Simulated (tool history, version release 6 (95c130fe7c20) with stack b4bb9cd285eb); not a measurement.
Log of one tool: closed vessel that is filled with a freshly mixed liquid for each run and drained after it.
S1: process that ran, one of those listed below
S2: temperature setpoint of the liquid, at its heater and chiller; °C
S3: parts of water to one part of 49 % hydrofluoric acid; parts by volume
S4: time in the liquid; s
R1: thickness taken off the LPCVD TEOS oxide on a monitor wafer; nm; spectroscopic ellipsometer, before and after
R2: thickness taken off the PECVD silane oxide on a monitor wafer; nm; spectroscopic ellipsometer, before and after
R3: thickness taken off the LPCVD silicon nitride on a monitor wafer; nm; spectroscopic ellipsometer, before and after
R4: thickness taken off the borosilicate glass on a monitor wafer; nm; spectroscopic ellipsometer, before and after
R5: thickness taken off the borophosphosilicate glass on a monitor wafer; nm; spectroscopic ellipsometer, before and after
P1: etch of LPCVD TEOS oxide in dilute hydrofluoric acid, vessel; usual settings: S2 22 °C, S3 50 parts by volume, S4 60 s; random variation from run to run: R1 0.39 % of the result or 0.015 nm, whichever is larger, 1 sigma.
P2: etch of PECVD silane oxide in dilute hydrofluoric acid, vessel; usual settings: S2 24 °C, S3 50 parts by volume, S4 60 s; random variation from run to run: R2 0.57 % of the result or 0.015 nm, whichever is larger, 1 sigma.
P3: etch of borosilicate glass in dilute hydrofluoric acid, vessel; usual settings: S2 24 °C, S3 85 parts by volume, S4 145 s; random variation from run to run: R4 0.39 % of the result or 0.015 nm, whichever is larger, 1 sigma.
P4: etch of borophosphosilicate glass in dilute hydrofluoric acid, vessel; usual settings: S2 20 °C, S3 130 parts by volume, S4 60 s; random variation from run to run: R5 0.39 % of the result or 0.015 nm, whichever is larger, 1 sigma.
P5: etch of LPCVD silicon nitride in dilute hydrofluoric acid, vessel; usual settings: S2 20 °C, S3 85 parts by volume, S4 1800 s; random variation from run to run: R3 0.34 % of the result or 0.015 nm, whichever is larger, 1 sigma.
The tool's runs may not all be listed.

{"run": 1, "day": 0.329, "S1": "P1", "S2": 22, "S3": 50, "S4": 60, "R1": 35.154}
{"run": 2, "day": 0.792, "S1": "P1", "S2": 22, "S3": 50, "S4": 60, "R1": 35.185}
{"run": 3, "day": 1.129, "S1": "P2", "S2": 24, "S3": 50, "S4": 60, "R2": 48.664}
{"run": 4, "day": 1.6, "S1": "P5", "S2": 17, "S3": 85, "S4": 1800, "R3": 7.0992}
{"run": 5, "day": 2.083, "S1": "P5", "S2": 20, "S3": 40, "S4": 1800, "R3": 18.174}
{"run": 6, "day": 2.429, "S1": "P1", "S2": 29, "S3": 50, "S4": 60, "R1": 46.636}
{"run": 7, "day": 2.938, "S1": "P5", "S2": 20, "S3": 85, "S4": 1800, "R3": 8.7633}
{"run": 8, "day": 3.508, "S1": "P2", "S2": 24, "S3": 50, "S4": 60, "R2": 48.165}
{"run": 9, "day": 3.912, "S1": "P3", "S2": 24, "S3": 85, "S4": 30, "R4": 12.282}
{"run": 10, "day": 4.225, "S1": "P5", "S2": 20, "S3": 85, "S4": 3560, "R3": 17.376}
{"run": 11, "day": 4.758, "S1": "P4", "S2": 25, "S3": 130, "S4": 60, "R5": 24.898}
{"run": 12, "day": 5.088, "S1": "P3", "S2": 17, "S3": 85, "S4": 145, "R4": 44.288}
{"run": 13, "day": 5.646, "S1": "P4", "S2": 20, "S3": 130, "S4": 60, "R5": 20.487}
{"run": 14, "day": 5.9, "S1": "P4", "S2": 20, "S3": 130, "S4": 60, "R5": 20.507}
{"run": 15, "day": 6.262, "S1": "P1", "S2": 17, "S3": 50, "S4": 60, "R1": 28.231}
{"run": 16, "day": 6.629, "S1": "P1", "S2": 22, "S3": 50, "S4": 30, "R1": 17.67}
{"run": 17, "day": 7.158, "S1": "P1", "S2": 22, "S3": 30, "S4": 60, "R1": 60.493}
{"run": 18, "day": 7.479, "S1": "P5", "S2": 20, "S3": 85, "S4": 1800, "R3": 8.736}
{"run": 19, "day": 7.992, "S1": "P1", "S2": 22, "S3": 90, "S4": 60, "R1": 18.522}
{"run": 20, "day": 8.346, "S1": "P1", "S2": 22, "S3": 50, "S4": 60, "R1": 34.855}
{"run": 21, "day": 8.675, "S1": "P4", "S2": 20, "S3": 200, "S4": 60, "R5": 12.45}
{"run": 22, "day": 9.017, "S1": "P2", "S2": 24, "S3": 50, "S4": 95, "R2": 75.771}
{"run": 23, "day": 9.438, "S1": "P2", "S2": 32, "S3": 50, "S4": 60, "R2": 66.673}
{"run": 24, "day": 9.846, "S1": "P2", "S2": 24, "S3": 75, "S4": 60, "R2": 31.236}
{"run": 25, "day": 10.267, "S1": "P1", "S2": 22, "S3": 50, "S4": 60, "R1": 35.125}
{"run": 26, "day": 10.529, "S1": "P1", "S2": 22, "S3": 50, "S4": 115, "R1": 67.804}
{"run": 27, "day": 10.838, "S1": "P1", "S2": 17, "S3": 50, "S4": 35, "R1": 16.723}
{"run": 28, "day": 11.217, "S1": "P3", "S2": 24, "S3": 55, "S4": 145, "R4": 95.111}
{"run": 29, "day": 11.671, "S1": "P4", "S2": 20, "S3": 130, "S4": 35, "R5": 11.855}
{"run": 30, "day": 12.054, "S1": "P3", "S2": 24, "S3": 85, "S4": 145, "R4": 58.943}
{"run": 31, "day": 12.588, "S1": "P1", "S2": 22, "S3": 50, "S4": 60, "R1": 35.023}
{"run": 32, "day": 13.129, "S1": "P1", "S2": 22, "S3": 50, "S4": 60, "R1": 35.298}
{"run": 33, "day": 13.575, "S1": "P1", "S2": 22, "S3": 50, "S4": 60, "R1": 36.32}
{"run": 34, "day": 14.033, "S1": "P1", "S2": 22, "S3": 50, "S4": 60, "R1": 36.847}
{"run": 35, "day": 14.583, "S1": "P1", "S2": 22, "S3": 50, "S4": 60, "R1": 37.077}
{"run": 36, "day": 14.933, "S1": "P1", "S2": 22, "S3": 50, "S4": 60, "R1": 37.495}
{"run": 37, "day": 15.333, "S1": "P1", "S2": 22, "S3": 50, "S4": 60, "R1": 37.24}
{"run": 38, "day": 15.642, "S1": "P1", "S2": 22, "S3": 50, "S4": 60, "R1": 37.214}

What P1 gives has crept away from where it was. These 2 causes fit the log equally well, each at the size given:
A: liquid hotter than its thermometer reads (K) = 1.4
B: hydrofluoric acid flow above the setpoint (%) = 5.61
The creep began at about day 13.129.

4 check runs are offered, one wafer each, their results left as question marks. Which one tells the causes apart?
{"run": "check 1", "day": 15.95, "S1": "P5", "S2": 20, "S3": 85, "S4": 1800, "R3": "?"}
{"run": "check 2", "day": 15.95, "S1": "P3", "S2": 24, "S3": 85, "S4": 145, "R4": "?"}
{"run": "check 3", "day": 15.95, "S1": "P4", "S2": 20, "S3": 130, "S4": 60, "R5": "?"}
{"run": "check 4", "day": 15.95, "S1": "P2", "S2": 24, "S3": 50, "S4": 60, "R2": "?"}

What each check would give under each cause:
check=check_1 result=R3 if_A=9.6116 if_B=9.2161
check=check_2 result=R4 if_A=62.419 if_B=62.707
check=check_3 result=R5 if_A=21.703 if_B=21.834
check=check_4 result=R2 if_A=51.098 if_B=51.144
How far apart the two closest causes lie, in the result that separates them most: check 1 4.2 %; check 2 0.46 %; check 3 0.6 %; check 4 0.09 %
Only check 1 tells the causes apart: in the others they would give nearly the same result.

Check 1 was then run and gave: R3 9.2062 nm. Which cause is it?

It is B: hydrofluoric acid flow above the setpoint (%).
